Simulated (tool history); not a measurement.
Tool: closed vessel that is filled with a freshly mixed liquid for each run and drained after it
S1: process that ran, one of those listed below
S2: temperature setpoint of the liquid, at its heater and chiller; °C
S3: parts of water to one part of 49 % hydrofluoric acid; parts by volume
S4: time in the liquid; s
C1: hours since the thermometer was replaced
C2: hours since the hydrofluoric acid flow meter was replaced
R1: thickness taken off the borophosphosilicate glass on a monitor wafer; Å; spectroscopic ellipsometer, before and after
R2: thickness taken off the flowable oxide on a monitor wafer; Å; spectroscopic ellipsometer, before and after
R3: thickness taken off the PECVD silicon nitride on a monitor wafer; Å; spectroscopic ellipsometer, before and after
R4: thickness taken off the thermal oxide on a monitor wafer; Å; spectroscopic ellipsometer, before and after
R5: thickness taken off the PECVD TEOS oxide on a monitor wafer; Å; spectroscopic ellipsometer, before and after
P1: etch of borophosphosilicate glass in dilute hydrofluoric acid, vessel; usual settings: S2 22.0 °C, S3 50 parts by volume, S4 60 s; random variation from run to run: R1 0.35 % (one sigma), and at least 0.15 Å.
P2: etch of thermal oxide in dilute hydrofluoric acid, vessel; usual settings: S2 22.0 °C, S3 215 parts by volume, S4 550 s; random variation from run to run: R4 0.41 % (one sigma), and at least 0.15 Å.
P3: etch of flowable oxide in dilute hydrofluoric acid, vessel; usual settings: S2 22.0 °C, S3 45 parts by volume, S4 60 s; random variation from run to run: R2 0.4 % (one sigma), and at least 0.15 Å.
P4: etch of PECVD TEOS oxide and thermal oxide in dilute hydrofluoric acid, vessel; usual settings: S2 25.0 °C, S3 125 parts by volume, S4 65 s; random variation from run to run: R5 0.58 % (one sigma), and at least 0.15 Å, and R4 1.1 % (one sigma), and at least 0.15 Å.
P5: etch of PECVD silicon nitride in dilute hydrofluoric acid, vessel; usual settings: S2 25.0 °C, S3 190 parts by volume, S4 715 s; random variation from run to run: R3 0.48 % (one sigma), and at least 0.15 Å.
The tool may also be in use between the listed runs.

{"run": 1, "hour": 10.6, "S1": "P1", "S2": 22.0, "S3": 50, "S4": 60, "C1": 1880.0, "C2": 990.1, "R1": 326.42}
{"run": 2, "hour": 21.5, "S1": "P1", "S2": 22.0, "S3": 25, "S4": 60, "C1": 1890.9, "C2": 1001.0, "R1": 674.89}
{"run": 3, "hour": 27.3, "S1": "P1", "S2": 22.0, "S3": 50, "S4": 110, "C1": 1896.7, "C2": 1006.8, "R1": 594.77}
{"run": 4, "hour": 34.2, "S1": "P3", "S2": 22.0, "S3": 45, "S4": 60, "C1": 1903.6, "C2": 1013.7, "R2": 439.83}
{"run": 5, "hour": 44.7, "S1": "P3", "S2": 17.0, "S3": 45, "S4": 60, "C1": 1914.1, "C2": 1024.2, "R2": 354.48}
{"run": 6, "hour": 51.4, "S1": "P1", "S2": 22.0, "S3": 50, "S4": 60, "C1": 1920.8, "C2": 1030.9, "R1": 324.31}
{"run": 7, "hour": 62.2, "S1": "P5", "S2": 17.5, "S3": 190, "S4": 715, "C1": 1931.6, "C2": 1041.7, "R3": 42.858}
{"run": 8, "hour": 75.5, "S1": "P3", "S2": 22.0, "S3": 45, "S4": 60, "C1": 1944.9, "C2": 1055.0, "R2": 440.2}
{"run": 9, "hour": 88.7, "S1": "P2", "S2": 17.0, "S3": 215, "S4": 550, "C1": 1958.1, "C2": 1068.2, "R4": 86.37}
{"run": 10, "hour": 95.0, "S1": "P1", "S2": 26.0, "S3": 20, "S4": 60, "C1": 1964.4, "C2": 1074.5, "R1": 998.54}
{"run": 11, "hour": 103.0, "S1": "P2", "S2": 22.0, "S3": 215, "S4": 550, "C1": 1972.4, "C2": 1082.5, "R4": 104.16}
{"run": 12, "hour": 111.3, "S1": "P3", "S2": 22.0, "S3": 70, "S4": 60, "C1": 1980.7, "C2": 1090.8, "R2": 273.29}
{"run": 13, "hour": 123.3, "S1": "P1", "S2": 17.0, "S3": 50, "S4": 90, "C1": 1992.7, "C2": 1102.8, "R1": 393.88}
{"run": 14, "hour": 135.2, "S1": "P4", "S2": 25.0, "S3": 125, "S4": 65, "C1": 2004.6, "C2": 1114.7, "R4": 24.701, "R5": 64.274}
{"run": 15, "hour": 145.0, "S1": "P1", "S2": 22.0, "S3": 50, "S4": 60, "C1": 2014.4, "C2": 1124.5, "R1": 324.35}
{"run": 16, "hour": 151.5, "S1": "P4", "S2": 18.0, "S3": 125, "S4": 65, "C1": 2020.9, "C2": 1131.0, "R4": 18.259, "R5": 48.689}
{"run": 17, "hour": 158.1, "S1": "P5", "S2": 25.0, "S3": 190, "S4": 715, "C1": 2027.5, "C2": 1137.6, "R3": 70.098}
{"run": 18, "hour": 169.2, "S1": "P5", "S2": 25.0, "S3": 190, "S4": 1125, "C1": 2038.6, "C2": 1148.7, "R3": 109.02}
{"run": 19, "hour": 180.2, "S1": "P1", "S2": 22.0, "S3": 50, "S4": 60, "C1": 2049.6, "C2": 1159.7, "R1": 323.78}
{"run": 20, "hour": 188.7, "S1": "P1", "S2": 22.0, "S3": 70, "S4": 60, "C1": 2058.1, "C2": 1168.2, "R1": 226.04}
{"run": 21, "hour": 201.5, "S1": "P1", "S2": 22.0, "S3": 50, "S4": 30, "C1": 2070.9, "C2": 1181.0, "R1": 162.37}
{"run": 22, "hour": 214.5, "S1": "P2", "S2": 22.0, "S3": 215, "S4": 550, "C1": 2083.9, "C2": 1194.0, "R4": 104.98}
{"hour": 216.9, "done": "hydrofluoric acid flow meter replaced"}
{"run": 23, "hour": 227.7, "S1": "P1", "S2": 30.0, "S3": 50, "S4": 60, "C1": 2097.1, "C2": 10.8, "R1": 447.27}
{"run": 24, "hour": 236.5, "S1": "P1", "S2": 22.0, "S3": 50, "S4": 60, "C1": 2105.9, "C2": 19.6, "R1": 324.53}
{"run": 25, "hour": 244.1, "S1": "P1", "S2": 22.0, "S3": 50, "S4": 60, "C1": 2113.5, "C2": 27.2, "R1": 326.49}
{"run": 26, "hour": 254.4, "S1": "P3", "S2": 22.0, "S3": 45, "S4": 30, "C1": 2123.8, "C2": 37.5, "R2": 221.01}
{"run": 27, "hour": 260.8, "S1": "P4", "S2": 25.0, "S3": 125, "S4": 30, "C1": 2130.2, "C2": 43.9, "R4": 11.297, "R5": 29.39}
{"run": 28, "hour": 273.9, "S1": "P5", "S2": 25.0, "S3": 280, "S4": 715, "C1": 2143.3, "C2": 57.0, "R3": 47.484}
{"run": 29, "hour": 279.8, "S1": "P2", "S2": 22.0, "S3": 125, "S4": 550, "C1": 2149.2, "C2": 62.9, "R4": 197.88}
{"run": 30, "hour": 289.7, "S1": "P1", "S2": 17.5, "S3": 50, "S4": 60, "C1": 2159.1, "C2": 72.8, "R1": 268.51}
{"run": 31, "hour": 302.2, "S1": "P4", "S2": 25.0, "S3": 45, "S4": 65, "C1": 2171.6, "C2": 85.3, "R4": 74.247, "R5": 199.28}
{"run": 32, "hour": 309.7, "S1": "P1", "S2": 17.0, "S3": 50, "S4": 90, "C1": 2179.1, "C2": 92.8, "R1": 394.04}
{"run": 33, "hour": 317.7, "S1": "P2", "S2": 22.0, "S3": 215, "S4": 175, "C1": 2187.1, "C2": 100.8, "R4": 33.648}
{"run": 34, "hour": 325.3, "S1": "P1", "S2": 22.0, "S3": 50, "S4": 60, "C1": 2194.7, "C2": 108.4, "R1": 326.27}
{"run": 35, "hour": 337.4, "S1": "P1", "S2": 22.0, "S3": 50, "S4": 60, "C1": 2206.8, "C2": 120.5, "R1": 319.53}
{"run": 36, "hour": 346.7, "S1": "P1", "S2": 22.0, "S3": 50, "S4": 60, "C1": 2216.1, "C2": 129.8, "R1": 313.84}
{"run": 37, "hour": 353.8, "S1": "P1", "S2": 22.0, "S3": 50, "S4": 60, "C1": 2223.2, "C2": 136.9, "R1": 311.34}
{"run": 38, "hour": 366.5, "S1": "P1", "S2": 22.0, "S3": 50, "S4": 60, "C1": 2235.9, "C2": 149.6, "R1": 311.46}
{"run": 39, "hour": 372.4, "S1": "P1", "S2": 22.0, "S3": 50, "S4": 60, "C1": 2241.8, "C2": 155.5, "R1": 307.88}
{"run": 40, "hour": 382.8, "S1": "P1", "S2": 22.0, "S3": 50, "S4": 60, "C1": 2252.2, "C2": 165.9, "R1": 309.03}
{"run": 41, "hour": 394.2, "S1": "P1", "S2": 22.0, "S3": 50, "S4": 60, "C1": 2263.6, "C2": 177.3, "R1": 308.77}
{"run": 42, "hour": 401.8, "S1": "P1", "S2": 22.0, "S3": 50, "S4": 60, "C1": 2271.2, "C2": 184.9, "R1": 305.65}
{"run": 43, "hour": 409.1, "S1": "P1", "S2": 22.0, "S3": 50, "S4": 60, "C1": 2278.5, "C2": 192.2, "R1": 306.32}
{"run": 44, "hour": 418.1, "S1": "P1", "S2": 22.0, "S3": 50, "S4": 60, "C1": 2287.5, "C2": 201.2, "R1": 306.26}
{"run": 45, "hour": 430.3, "S1": "P1", "S2": 22.0, "S3": 50, "S4": 60, "C1": 2299.7, "C2": 213.4, "R1": 307.17}

What P1 gives has crept away from where it was. These 2 causes fit the log equally well, each at the size given:
A: liquid colder than its thermometer reads (K) = 1.41
B: hydrofluoric acid flow below the setpoint (%) = 5.38
The creep began at about hour 325.3.

4 check runs are offered, each on 2 wafers whose results are averaged, their results left as question marks. Which one tells the causes apart?
{"run": "check 1", "hour": 442.5, "S1": "P2", "S2": 17.0, "S3": 130, "S4": 550, "R4": "?"}
{"run": "check 2", "hour": 442.5, "S1": "P4", "S2": 25.0, "S3": 45, "S4": 30, "R4": "?", "R5": "?"}
{"run": "check 3", "hour": 442.5, "S1": "P5", "S2": 18.0, "S3": 190, "S4": 715, "R3": "?"}
{"run": "check 4", "hour": 442.5, "S1": "P3", "S2": 17.0, "S3": 45, "S4": 60, "R2": "?"}

What each check would give under each cause:
check=check_1 result=R4 if_A=145.440 if_B=144.890
check=check_2 result=R4 if_A=32.801 if_B=32.778
check=check_2 result=R5 if_A=86.370 if_B=86.310
check=check_3 result=R3 if_A=40.242 if_B=41.965
check=check_4 result=R2 if_A=334.16 if_B=335.38
How far apart the two closest causes lie, in the result that separates them most: check 1 0.38 %; check 2 0.07 %; check 3 4.19 %; check 4 0.37 %
Only check 3 tells the causes apart: in the others they would give nearly the same result.

Check 3 was then run and gave: R3 40.383 Å. Which cause is it?

It is A: liquid colder than its thermometer reads (K).
